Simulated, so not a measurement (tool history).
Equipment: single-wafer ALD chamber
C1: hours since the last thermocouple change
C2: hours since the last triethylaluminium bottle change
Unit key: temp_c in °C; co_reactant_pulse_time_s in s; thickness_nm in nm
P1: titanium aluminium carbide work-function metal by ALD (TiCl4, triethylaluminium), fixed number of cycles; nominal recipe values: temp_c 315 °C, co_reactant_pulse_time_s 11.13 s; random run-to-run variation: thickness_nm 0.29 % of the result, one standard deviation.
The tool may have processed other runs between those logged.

run 1 hour=3.2 | temp_c=315 co_reactant_pulse_time_s=11.13 | C1=570.1 C2=312.4 | thickness_nm=2.1719
run 2 hour=9.8 | temp_c=302 co_reactant_pulse_time_s=5.26 | C1=576.7 C2=319 | thickness_nm=1.7484
run 3 hour=15.8 | temp_c=315 co_reactant_pulse_time_s=17.6 | C1=582.7 C2=325 | thickness_nm=2.2145
run 4 hour=20 | temp_c=336 co_reactant_pulse_time_s=11.13 | C1=586.9 C2=329.2 | thickness_nm=2.3572
-- hour=23 thermocouple changed; heater temperature recalibrated
run 5 hour=24.8 | temp_c=315 co_reactant_pulse_time_s=11.13 | C1=1.8 C2=334 | thickness_nm=2.1672
run 6 hour=31.7 | temp_c=315 co_reactant_pulse_time_s=11.13 | C1=8.7 C2=340.9 | thickness_nm=2.1607
run 7 hour=37.6 | temp_c=315 co_reactant_pulse_time_s=11.13 | C1=14.6 C2=346.8 | thickness_nm=2.1762
run 8 hour=44.6 | temp_c=327 co_reactant_pulse_time_s=15.12 | C1=21.6 C2=353.8 | thickness_nm=2.3061
run 9 hour=50.2 | temp_c=315 co_reactant_pulse_time_s=11.13 | C1=27.2 C2=359.4 | thickness_nm=2.1589
run 10 hour=55.5 | temp_c=315 co_reactant_pulse_time_s=6.41 | C1=32.5 C2=364.7 | thickness_nm=1.969
run 11 hour=60 | temp_c=292 co_reactant_pulse_time_s=11.13 | C1=37 C2=369.2 | thickness_nm=1.9548
run 12 hour=65.1 | temp_c=315 co_reactant_pulse_time_s=11.13 | C1=42.1 C2=374.3 | thickness_nm=2.1602
run 13 hour=70.9 | temp_c=315 co_reactant_pulse_time_s=11.13 | C1=47.9 C2=380.1 | thickness_nm=2.1559
run 14 hour=77.2 | temp_c=315 co_reactant_pulse_time_s=11.13 | C1=54.2 C2=386.4 | thickness_nm=2.1359
run 15 hour=83.2 | temp_c=315 co_reactant_pulse_time_s=11.13 | C1=60.2 C2=392.4 | thickness_nm=2.1373

Forecast run 16:
run 16 hour=89.3 | temp_c=315 co_reactant_pulse_time_s=11.13 | C1=66.3 C2=398.5 | thickness_nm=?

{"run 16": {"thickness_nm": 2.1392}}

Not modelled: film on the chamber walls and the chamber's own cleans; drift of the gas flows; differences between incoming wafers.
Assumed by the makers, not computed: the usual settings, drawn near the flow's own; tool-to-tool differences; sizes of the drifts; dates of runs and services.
